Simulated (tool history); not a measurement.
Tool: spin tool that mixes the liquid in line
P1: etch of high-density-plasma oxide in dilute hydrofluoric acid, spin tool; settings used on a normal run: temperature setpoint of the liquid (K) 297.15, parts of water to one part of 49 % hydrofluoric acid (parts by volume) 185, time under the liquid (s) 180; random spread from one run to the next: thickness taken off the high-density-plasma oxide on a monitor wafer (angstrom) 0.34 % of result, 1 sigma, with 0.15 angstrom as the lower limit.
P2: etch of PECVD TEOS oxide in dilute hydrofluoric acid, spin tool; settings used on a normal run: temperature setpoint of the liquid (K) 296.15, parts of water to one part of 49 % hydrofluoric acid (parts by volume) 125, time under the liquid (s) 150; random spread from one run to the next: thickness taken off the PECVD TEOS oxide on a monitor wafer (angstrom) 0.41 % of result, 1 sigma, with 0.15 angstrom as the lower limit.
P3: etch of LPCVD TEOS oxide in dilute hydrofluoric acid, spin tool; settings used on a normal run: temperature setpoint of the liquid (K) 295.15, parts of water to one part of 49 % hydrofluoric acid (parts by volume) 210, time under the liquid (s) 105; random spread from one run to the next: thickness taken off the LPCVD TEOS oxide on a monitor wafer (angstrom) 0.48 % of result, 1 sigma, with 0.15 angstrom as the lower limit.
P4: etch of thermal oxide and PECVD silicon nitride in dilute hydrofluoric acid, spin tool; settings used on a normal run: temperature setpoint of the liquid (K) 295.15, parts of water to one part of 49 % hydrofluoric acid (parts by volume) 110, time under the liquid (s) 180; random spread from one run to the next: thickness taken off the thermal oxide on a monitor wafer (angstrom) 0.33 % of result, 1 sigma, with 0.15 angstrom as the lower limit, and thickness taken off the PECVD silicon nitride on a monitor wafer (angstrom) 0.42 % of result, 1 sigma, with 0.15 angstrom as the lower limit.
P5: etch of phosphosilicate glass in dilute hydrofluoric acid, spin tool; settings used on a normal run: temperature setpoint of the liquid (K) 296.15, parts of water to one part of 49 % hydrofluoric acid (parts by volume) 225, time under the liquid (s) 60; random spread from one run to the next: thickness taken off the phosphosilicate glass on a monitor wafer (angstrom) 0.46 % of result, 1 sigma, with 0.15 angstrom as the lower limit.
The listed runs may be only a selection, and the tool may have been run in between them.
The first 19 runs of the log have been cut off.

run,hour,process that ran,temperature setpoint of the liquid (K),parts of water to one part of 49 % hydrofluoric acid (parts by volume),time under the liquid (s),hours since the thermometer was replaced,hours since the hydrofluoric acid flow meter was replaced,thickness taken off the high-density-plasma oxide on a monitor wafer (angstrom),thickness taken off the LPCVD TEOS oxide on a monitor wafer (angstrom),thickness taken off the thermal oxide on a monitor wafer (angstrom),thickness taken off the PECVD silicon nitride on a monitor wafer (angstrom),thickness taken off the phosphosilicate glass on a monitor wafer (angstrom),thickness taken off the PECVD TEOS oxide on a monitor wafer (angstrom)
20,61.2,P3,295.15,210,155,254.2,372.9,,260.31,,,,
21,65.0,P5,296.15,125,60,258.0,376.7,,,,,275.68,
22,67.0,P1,297.15,185,180,260.0,378.7,66.2190,,,,,
# hour 67.5: thermometer replaced
23,70.2,P1,290.15,185,180,2.8,381.9,50.3400,,,,,
24,73.3,P2,296.15,125,25,5.9,385.0,,,,,,16.491
25,76.1,P1,297.15,185,180,8.7,387.8,66.0320,,,,,
26,78.3,P1,297.15,280,180,10.9,390.0,39.5950,,,,,
27,82.1,P1,303.65,185,180,14.7,393.8,83.3480,,,,,
28,86.0,P3,295.15,210,105,18.6,397.7,,178.18,,,,

Run 29, settings as shown, results not yet in. Your forecast:
29,89.6,P4,295.15,110,15,22.2,401.3,,,?,?,,

{"run 29": {"thickness taken off the thermal oxide on a monitor wafer (angstrom)": 6.0699, "thickness taken off the PECVD silicon nitride on a monitor wafer (angstrom)": 4.0235}}

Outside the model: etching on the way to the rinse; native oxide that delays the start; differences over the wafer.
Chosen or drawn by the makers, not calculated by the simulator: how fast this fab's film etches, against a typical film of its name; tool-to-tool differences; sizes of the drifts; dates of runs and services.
